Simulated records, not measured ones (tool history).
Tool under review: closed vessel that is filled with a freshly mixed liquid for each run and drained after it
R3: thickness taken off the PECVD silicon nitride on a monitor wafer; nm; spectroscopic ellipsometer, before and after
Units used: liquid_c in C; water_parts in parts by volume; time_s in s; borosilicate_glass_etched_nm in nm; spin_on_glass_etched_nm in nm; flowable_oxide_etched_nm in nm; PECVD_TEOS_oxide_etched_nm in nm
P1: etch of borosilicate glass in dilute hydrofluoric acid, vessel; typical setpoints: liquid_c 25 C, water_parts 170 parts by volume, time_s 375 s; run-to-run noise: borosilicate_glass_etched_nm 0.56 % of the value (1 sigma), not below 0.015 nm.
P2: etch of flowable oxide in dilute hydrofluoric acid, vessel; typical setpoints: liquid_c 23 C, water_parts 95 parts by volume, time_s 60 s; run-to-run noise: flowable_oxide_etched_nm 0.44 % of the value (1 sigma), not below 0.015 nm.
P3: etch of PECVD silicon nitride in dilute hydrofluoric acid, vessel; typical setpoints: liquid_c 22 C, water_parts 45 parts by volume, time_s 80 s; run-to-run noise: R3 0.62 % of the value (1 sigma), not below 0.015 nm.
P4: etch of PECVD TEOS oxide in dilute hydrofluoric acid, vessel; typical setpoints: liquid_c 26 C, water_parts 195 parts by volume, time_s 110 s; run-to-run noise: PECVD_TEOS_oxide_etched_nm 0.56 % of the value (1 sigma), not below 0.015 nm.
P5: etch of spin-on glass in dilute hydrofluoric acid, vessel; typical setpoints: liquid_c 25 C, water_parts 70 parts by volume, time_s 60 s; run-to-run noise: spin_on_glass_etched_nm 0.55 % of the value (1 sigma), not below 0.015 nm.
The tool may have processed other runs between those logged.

run 1 hour=6.1 | process=P1 liquid_c=25 water_parts=170 time_s=375 | borosilicate_glass_etched_nm=57.773
run 2 hour=12.2 | process=P5 liquid_c=25 water_parts=70 time_s=90 | spin_on_glass_etched_nm=40.923
run 3 hour=15.6 | process=P1 liquid_c=25 water_parts=170 time_s=375 | borosilicate_glass_etched_nm=58.23
run 4 hour=20.5 | process=P1 liquid_c=25 water_parts=170 time_s=590 | borosilicate_glass_etched_nm=89.801
run 5 hour=24.1 | process=P1 liquid_c=25 water_parts=170 time_s=375 | borosilicate_glass_etched_nm=58.046
run 6 hour=30.8 | process=P5 liquid_c=25 water_parts=70 time_s=60 | spin_on_glass_etched_nm=27.346
run 7 hour=37.8 | process=P3 liquid_c=22 water_parts=20 time_s=80 | R3=9.8962
run 8 hour=43 | process=P3 liquid_c=22 water_parts=45 time_s=80 | R3=4.5305
run 9 hour=46.2 | process=P2 liquid_c=23 water_parts=95 time_s=60 | flowable_oxide_etched_nm=33.228
run 10 hour=52.3 | process=P1 liquid_c=25 water_parts=50 time_s=375 | borosilicate_glass_etched_nm=228.85
run 11 hour=58.3 | process=P1 liquid_c=25 water_parts=240 time_s=375 | borosilicate_glass_etched_nm=38.01
run 12 hour=63.3 | process=P2 liquid_c=29.5 water_parts=95 time_s=60 | flowable_oxide_etched_nm=43.004
run 13 hour=68.2 | process=P4 liquid_c=26 water_parts=285 time_s=110 | PECVD_TEOS_oxide_etched_nm=2.8969
run 14 hour=73.4 | process=P4 liquid_c=26 water_parts=195 time_s=110 | PECVD_TEOS_oxide_etched_nm=4.6807
run 15 hour=78.1 | process=P2 liquid_c=23 water_parts=175 time_s=60 | flowable_oxide_etched_nm=16.472
run 16 hour=84.8 | process=P2 liquid_c=23 water_parts=95 time_s=60 | flowable_oxide_etched_nm=33.272
run 17 hour=90.5 | process=P1 liquid_c=25 water_parts=170 time_s=375 | borosilicate_glass_etched_nm=57.961
run 18 hour=93.7 | process=P1 liquid_c=28.5 water_parts=170 time_s=375 | borosilicate_glass_etched_nm=65.991
run 19 hour=97.1 | process=P5 liquid_c=25 water_parts=125 time_s=60 | spin_on_glass_etched_nm=14.08
run 20 hour=103.2 | process=P4 liquid_c=26 water_parts=195 time_s=30 | PECVD_TEOS_oxide_etched_nm=1.282
run 21 hour=108.1 | process=P1 liquid_c=19 water_parts=170 time_s=375 | borosilicate_glass_etched_nm=45.893
run 22 hour=113.6 | process=P3 liquid_c=22 water_parts=45 time_s=30 | R3=1.6905
run 23 hour=117.7 | process=P2 liquid_c=23 water_parts=95 time_s=85 | flowable_oxide_etched_nm=47.393
run 24 hour=124.4 | process=P1 liquid_c=25 water_parts=170 time_s=375 | borosilicate_glass_etched_nm=58.327
run 25 hour=130.2 | process=P3 liquid_c=22 water_parts=45 time_s=80 | R3=4.5166
run 26 hour=134.2 | process=P1 liquid_c=25 water_parts=170 time_s=120 | borosilicate_glass_etched_nm=18.568
run 27 hour=140.1 | process=P4 liquid_c=31 water_parts=195 time_s=110 | PECVD_TEOS_oxide_etched_nm=5.5675
run 28 hour=144.3 | process=P3 liquid_c=30 water_parts=45 time_s=80 | R3=7.7058
run 29 hour=149.2 | process=P1 liquid_c=25 water_parts=40 time_s=545 | borosilicate_glass_etched_nm=420.54
run 30 hour=154.6 | process=P5 liquid_c=17 water_parts=70 time_s=60 | spin_on_glass_etched_nm=19.431
run 31 hour=160.2 | process=P1 liquid_c=25 water_parts=170 time_s=375 | borosilicate_glass_etched_nm=57.893
run 32 hour=164.6 | process=P1 liquid_c=25 water_parts=170 time_s=375 | borosilicate_glass_etched_nm=57.45

What will run 33 give?
run 33 hour=170.9 | process=P1 liquid_c=25 water_parts=170 time_s=375 | borosilicate_glass_etched_nm=?

{"run 33": {"borosilicate_glass_etched_nm": 55.014}}

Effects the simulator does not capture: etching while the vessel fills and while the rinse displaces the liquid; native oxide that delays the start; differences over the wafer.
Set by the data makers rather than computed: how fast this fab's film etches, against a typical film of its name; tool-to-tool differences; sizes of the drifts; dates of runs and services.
